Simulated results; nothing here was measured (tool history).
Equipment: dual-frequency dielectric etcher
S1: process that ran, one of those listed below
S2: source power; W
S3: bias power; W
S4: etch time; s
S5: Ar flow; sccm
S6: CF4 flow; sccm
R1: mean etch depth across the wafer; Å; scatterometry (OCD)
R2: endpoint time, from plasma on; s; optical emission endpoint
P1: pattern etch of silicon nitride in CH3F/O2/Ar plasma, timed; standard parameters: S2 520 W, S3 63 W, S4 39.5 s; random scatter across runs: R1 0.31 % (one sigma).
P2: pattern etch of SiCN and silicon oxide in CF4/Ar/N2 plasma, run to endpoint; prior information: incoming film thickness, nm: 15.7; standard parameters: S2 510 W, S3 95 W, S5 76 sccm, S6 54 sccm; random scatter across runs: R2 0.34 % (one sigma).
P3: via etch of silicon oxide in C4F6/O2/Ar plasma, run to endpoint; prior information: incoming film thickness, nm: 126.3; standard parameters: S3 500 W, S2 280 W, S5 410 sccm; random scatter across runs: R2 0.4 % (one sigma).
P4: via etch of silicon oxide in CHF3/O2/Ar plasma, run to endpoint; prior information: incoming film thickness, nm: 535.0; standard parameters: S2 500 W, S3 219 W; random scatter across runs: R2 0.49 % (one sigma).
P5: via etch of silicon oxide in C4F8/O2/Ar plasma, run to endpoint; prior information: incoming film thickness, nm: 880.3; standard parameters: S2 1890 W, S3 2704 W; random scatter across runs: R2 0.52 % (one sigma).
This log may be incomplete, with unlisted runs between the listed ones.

| run | hour | S1 | S2 | S3 | S4 | S5 | S6 | R1 | R2 |
|---|---|---|---|---|---|---|---|---|---|
| 1 | 8.2 | P1 | 520 | 63 | 39.5 |  |  | 291.21 |  |
| 2 | 18.9 | P2 | 510 | 95 |  | 76 | 54 |  | 14.352 |
| 3 | 34.2 | P2 | 680 | 95 |  | 76 | 54 |  | 11.116 |
| 4 | 47.9 | P5 | 1890 | 2704 |  |  |  |  | 160.620 |
| 5 | 62.1 | P5 | 1890 | 1612 |  |  |  |  | 185.250 |
| 6 | 75.5 | P4 | 500 | 134 |  |  |  |  | 314.260 |
| 7 | 84.0 | P4 | 610 | 219 |  |  |  |  | 248.020 |
| 8 | 96.5 | P1 | 520 | 63 | 39.5 |  |  | 290.89 |  |
| 9 | 108.3 | P2 | 510 | 56 |  | 76 | 54 |  | 17.106 |
| 10 | 115.6 | P3 | 380 | 500 |  | 410 |  |  | 27.690 |
| 11 | 122.5 | P4 | 500 | 219 |  |  |  |  | 264.770 |
| 12 | 131.8 | P1 | 700 | 63 | 39.5 |  |  | 327.68 |  |
| 13 | 146.7 | P2 | 510 | 95 |  | 103 | 54 |  | 15.058 |
| 14 | 161.1 | P1 | 520 | 39 | 39.5 |  |  | 252.31 |  |
| 15 | 171.5 | P1 | 520 | 63 | 39.5 |  |  | 290.06 |  |
| 16 | 183.0 | P5 | 1890 | 2704 |  |  |  |  | 158.890 |
| 17 | 195.0 | P1 | 520 | 83 | 39.5 |  |  | 319.91 |  |
| 18 | 210.3 | P3 | 280 | 500 |  | 335 |  |  | 30.260 |
| 19 | 220.4 | P3 | 280 | 671 |  | 410 |  |  | 27.866 |
| 20 | 229.7 | P1 | 710 | 63 | 27.0 |  |  | 225.19 |  |
| 21 | 243.6 | P2 | 510 | 95 |  | 76 | 65 |  | 13.994 |
| 22 | 253.0 | P4 | 500 | 219 |  |  |  |  | 264.950 |
| 23 | 261.2 | P1 | 360 | 63 | 39.5 |  |  | 252.93 |  |
| 24 | 273.9 | P5 | 1230 | 2704 |  |  |  |  | 189.440 |
| 25 | 283.5 | P3 | 280 | 500 |  | 410 |  |  | 31.123 |
| 26 | 295.5 | P2 | 510 | 95 |  | 76 | 54 |  | 14.347 |
| 27 | 304.8 | P1 | 520 | 63 | 39.5 |  |  | 290.96 |  |
| 28 | 317.5 | P1 | 520 | 63 | 29.0 |  |  | 213.28 |  |
| 29 | 332.6 | P1 | 520 | 63 | 53.5 |  |  | 397.67 |  |
| 30 | 343.5 | P1 | 520 | 63 | 39.5 |  |  | 292.33 |  |
| 31 | 352.3 | P1 | 520 | 63 | 39.5 |  |  | 291.47 |  |
| 32 | 364.9 | P1 | 520 | 63 | 39.5 |  |  | 290.58 |  |
| 33 | 378.9 | P1 | 520 | 63 | 39.5 |  |  | 287.74 |  |
| 34 | 385.8 | P1 | 520 | 63 | 39.5 |  |  | 287.69 |  |
| 35 | 398.9 | P1 | 520 | 63 | 39.5 |  |  | 288.27 |  |
| 36 | 411.7 | P1 | 520 | 63 | 39.5 |  |  | 288.20 |  |
|  | 417.7 | wet clean of the chamber |
| 37 | 426.4 | P1 | 520 | 63 | 39.5 |  |  | 287.13 |  |

For run 38, what comes out?
| 38 | 438.9 | P1 | 520 | 63 | 39.5 |  |  | ? |  |

R1: 288.23 Å
